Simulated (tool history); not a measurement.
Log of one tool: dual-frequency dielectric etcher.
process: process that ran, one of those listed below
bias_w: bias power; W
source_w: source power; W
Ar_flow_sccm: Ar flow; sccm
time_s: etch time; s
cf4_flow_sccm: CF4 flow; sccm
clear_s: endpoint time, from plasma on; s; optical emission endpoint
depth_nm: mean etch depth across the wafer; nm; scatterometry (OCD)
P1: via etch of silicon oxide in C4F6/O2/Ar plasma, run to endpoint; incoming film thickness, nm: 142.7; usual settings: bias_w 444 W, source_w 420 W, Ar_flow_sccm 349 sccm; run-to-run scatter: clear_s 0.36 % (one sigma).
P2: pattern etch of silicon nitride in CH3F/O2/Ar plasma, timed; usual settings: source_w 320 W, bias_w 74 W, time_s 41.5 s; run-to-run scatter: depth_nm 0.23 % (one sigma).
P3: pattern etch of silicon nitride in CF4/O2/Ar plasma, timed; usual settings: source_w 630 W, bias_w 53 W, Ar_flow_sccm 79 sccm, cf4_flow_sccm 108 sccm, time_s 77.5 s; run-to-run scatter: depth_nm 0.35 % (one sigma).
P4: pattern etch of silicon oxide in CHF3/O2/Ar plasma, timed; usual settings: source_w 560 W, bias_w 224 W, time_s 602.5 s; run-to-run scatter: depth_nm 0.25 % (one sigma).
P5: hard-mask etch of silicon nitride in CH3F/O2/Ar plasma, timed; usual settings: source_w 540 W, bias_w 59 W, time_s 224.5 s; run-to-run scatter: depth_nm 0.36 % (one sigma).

run	hour	process	bias_w	source_w	Ar_flow_sccm	time_s	cf4_flow_sccm	hours since the last wet clean	hours since the last bias power generator calibration	hours since the last source power generator calibration	hours since the last Ar flow controller change	clear_s	depth_nm
1	7.2	P1	444	420	349			328.4	1900.6	1564.6	1397.6	32.84	
2	20.3	P2	74	260		41.5		341.5	1913.7	1577.7	1410.7		24.841
3	26.5	P4	158	560		602.5		347.7	1919.9	1583.9	1416.9		1136.4
4	39.7	P1	444	420	349			360.9	1933.1	1597.1	1430.1	32.845	
# hour 43.8: source power generator calibrated
5	49.9	P4	224	750		602.5		371.1	1943.3	6.2	1440.3		1429.8
6	62.9	P5	59	540		224.5		384.1	1956.3	19.2	1453.3		161.03
7	71.3	P1	444	420	349			392.5	1964.7	27.6	1461.7	32.938	
8	81.3	P1	584	420	349			402.5	1974.7	37.6	1471.7	29.752	
9	88.3	P5	59	540		145.5		409.5	1981.7	44.6	1478.7		103.73
10	98.7	P1	444	420	349			419.9	1992.1	55	1489.1	32.774	
11	107	P4	224	560		602.5		428.2	2000.4	63.3	1497.4		1281.4
# hour 114.1: wet clean of the chamber
12	115.1	P1	444	420	493			1.1	2008.5	71.4	1505.5	34.093	
13	126.4	P1	444	420	349			12.4	2019.8	82.7	1516.8	32.902	
14	132.9	P1	338	420	251			18.9	2026.3	89.2	1523.3	34.982	
15	140.7	P5	59	540		224.5		26.7	2034.1	97	1531.1		160.25
16	147	P1	272	420	349			33	2040.4	103.3	1537.4	39.069	
17	155.6	P1	444	420	239			41.6	2049	111.9	1546	31.419	
18	169.3	P3	73	630	79	77.5	108	55.3	2062.7	125.6	1559.7		215.57
19	178.6	P2	74	320		41.5		64.6	2072	134.9	1569		26.799
20	186.8	P3	53	630	79	77.5	108	72.8	2080.2	143.1	1577.2		193.24
21	197.7	P1	444	560	448			83.7	2091.1	154	1588.1	30.37	
22	210.2	P1	599	420	267			96.2	2103.6	166.5	1600.6	28.396	
23	221.8	P3	53	750	79	77.5	108	107.8	2115.2	178.1	1612.2		224.34
24	233.9	P1	444	520	349			119.9	2127.3	190.2	1624.3	30.566	
25	244	P2	74	320		59.5		130	2137.4	200.3	1634.4		38.37
26	257.6	P4	224	560		602.5		143.6	2151	213.9	1648		1278.7
27	268.5	P1	444	290	349			154.5	2161.9	224.8	1658.9	37.851	
28	279.4	P5	59	650		224.5		165.4	2172.8	235.7	1669.8		173.23
29	285.9	P3	53	630	54	77.5	108	171.9	2179.3	242.2	1676.3		200.14
30	293.1	P3	53	630	79	103	108	179.1	2186.5	249.4	1683.5		256.49
31	301.2	P5	80	540		224.5		187.2	2194.6	257.5	1691.6		178.16
32	307.7	P2	54	320		41.5		193.7	2201.1	264	1698.1		24.058
33	317.7	P4	224	560		396		203.7	2211.1	274	1708.1		844.32
34	327.8	P1	444	420	349			213.8	2221.2	284.1	1718.2	32.768	
35	341.8	P3	53	630	79	77.5	76	227.8	2235.2	298.1	1732.2		184.17
36	348.8	P3	53	630	79	77.5	108	234.8	2242.2	305.1	1739.2		192.62
37	358.9	P1	444	420	349			244.9	2252.3	315.2	1749.3	33.041	
38	369	P1	444	420	349			255	2262.4	325.3	1759.4	33.038	

The next listed run, before its measurement:
39	381.5	P1	444	420	349			267.5	2274.9	337.8	1771.9	?	

{"run 39": {"clear_s": 33.528}}

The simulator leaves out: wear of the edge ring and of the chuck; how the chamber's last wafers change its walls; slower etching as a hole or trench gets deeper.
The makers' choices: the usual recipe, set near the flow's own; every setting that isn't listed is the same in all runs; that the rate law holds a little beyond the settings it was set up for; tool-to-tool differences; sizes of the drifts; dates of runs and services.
